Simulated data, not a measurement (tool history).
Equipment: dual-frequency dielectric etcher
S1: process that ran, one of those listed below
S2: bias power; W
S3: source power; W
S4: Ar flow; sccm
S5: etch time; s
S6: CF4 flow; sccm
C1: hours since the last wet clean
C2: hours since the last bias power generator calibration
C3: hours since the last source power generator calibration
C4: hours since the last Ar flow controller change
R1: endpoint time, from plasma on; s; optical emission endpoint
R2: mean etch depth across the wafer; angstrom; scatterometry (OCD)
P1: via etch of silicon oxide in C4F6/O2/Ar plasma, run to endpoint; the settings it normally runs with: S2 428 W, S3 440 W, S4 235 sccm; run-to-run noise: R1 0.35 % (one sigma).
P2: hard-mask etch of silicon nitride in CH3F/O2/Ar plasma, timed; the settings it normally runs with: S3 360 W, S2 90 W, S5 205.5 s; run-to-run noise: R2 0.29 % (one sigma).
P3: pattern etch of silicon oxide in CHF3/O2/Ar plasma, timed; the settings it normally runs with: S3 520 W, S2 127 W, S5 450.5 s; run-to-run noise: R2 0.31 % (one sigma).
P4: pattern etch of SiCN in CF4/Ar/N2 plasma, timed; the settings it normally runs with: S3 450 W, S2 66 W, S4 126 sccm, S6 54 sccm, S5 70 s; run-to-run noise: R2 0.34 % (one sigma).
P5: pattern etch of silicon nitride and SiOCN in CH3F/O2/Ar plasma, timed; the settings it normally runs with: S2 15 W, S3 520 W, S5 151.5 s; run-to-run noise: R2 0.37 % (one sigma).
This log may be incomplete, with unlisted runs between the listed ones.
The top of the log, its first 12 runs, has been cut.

| run | hour | S1 | S2 | S3 | S4 | S5 | S6 | C1 | C2 | C3 | C4 | R1 | R2 |
|---|---|---|---|---|---|---|---|---|---|---|---|---|---|
| 13 | 89 | P3 | 167 | 520 |  | 450.5 |  | 402.1 | 996.5 | 1071.9 | 1559 |  | 8117.4 |
| 14 | 95 | P1 | 428 | 440 | 284 |  |  | 408.1 | 1002.5 | 1077.9 | 1565 | 22.338 |  |
| 15 | 100.1 | P5 | 15 | 520 |  | 89.5 |  | 413.2 | 1007.6 | 1083 | 1570.1 |  | 109.02 |
| 16 | 107.1 | P1 | 428 | 440 | 153 |  |  | 420.2 | 1014.6 | 1090 | 1577.1 | 20.939 |  |
| 17 | 113.6 | P1 | 577 | 440 | 235 |  |  | 426.7 | 1021.1 | 1096.5 | 1583.6 | 19.628 |  |
| 18 | 120.1 | P4 | 83 | 450 | 126 | 70 | 54 | 433.2 | 1027.6 | 1103 | 1590.1 |  | 569.87 |
| 19 | 125.3 | P1 | 428 | 440 | 235 |  |  | 438.4 | 1032.8 | 1108.2 | 1595.3 | 22.142 |  |
| 20 | 132.4 | P3 | 127 | 520 |  | 450.5 |  | 445.5 | 1039.9 | 1115.3 | 1602.4 |  | 7436.8 |
| 21 | 140.5 | P1 | 428 | 590 | 285 |  |  | 453.6 | 1048 | 1123.4 | 1610.5 | 20.079 |  |
|  | 145.3 | Ar flow controller replaced |
| 22 | 147.9 | P2 | 60 | 360 |  | 205.5 |  | 461 | 1055.4 | 1130.8 | 2.6 |  | 1274.8 |
| 23 | 153.7 | P1 | 428 | 610 | 235 |  |  | 466.8 | 1061.2 | 1136.6 | 8.4 | 19.473 |  |
| 24 | 163.3 | P1 | 428 | 330 | 235 |  |  | 476.4 | 1070.8 | 1146.2 | 18 | 24.636 |  |
| 25 | 170.9 | P2 | 90 | 470 |  | 205.5 |  | 484 | 1078.4 | 1153.8 | 25.6 |  | 1628.7 |
| 26 | 177.3 | P4 | 66 | 450 | 126 | 70 | 54 | 490.4 | 1084.8 | 1160.2 | 32 |  | 525.61 |
| 27 | 185.9 | P4 | 66 | 450 | 126 | 70 | 76 | 499 | 1093.4 | 1168.8 | 40.6 |  | 554.29 |
| 28 | 192 | P1 | 428 | 440 | 235 |  |  | 505.1 | 1099.5 | 1174.9 | 46.7 | 21.858 |  |
| 29 | 199 | P3 | 127 | 420 |  | 450.5 |  | 512.1 | 1106.5 | 1181.9 | 53.7 |  | 6811.4 |
| 30 | 206.9 | P4 | 66 | 450 | 151 | 70 | 54 | 520 | 1114.4 | 1189.8 | 61.6 |  | 509.95 |
| 31 | 212.7 | P5 | 8 | 520 |  | 151.5 |  | 525.8 | 1120.2 | 1195.6 | 67.4 |  | 147.41 |

Run 32, settings as shown, results not yet in. Your forecast:
| 32 | 218.9 | P2 | 90 | 360 |  | 264.5 |  | 532 | 1126.4 | 1201.8 | 73.6 |  | ? |

Run 32 yielded R2 1896.5 angstrom.

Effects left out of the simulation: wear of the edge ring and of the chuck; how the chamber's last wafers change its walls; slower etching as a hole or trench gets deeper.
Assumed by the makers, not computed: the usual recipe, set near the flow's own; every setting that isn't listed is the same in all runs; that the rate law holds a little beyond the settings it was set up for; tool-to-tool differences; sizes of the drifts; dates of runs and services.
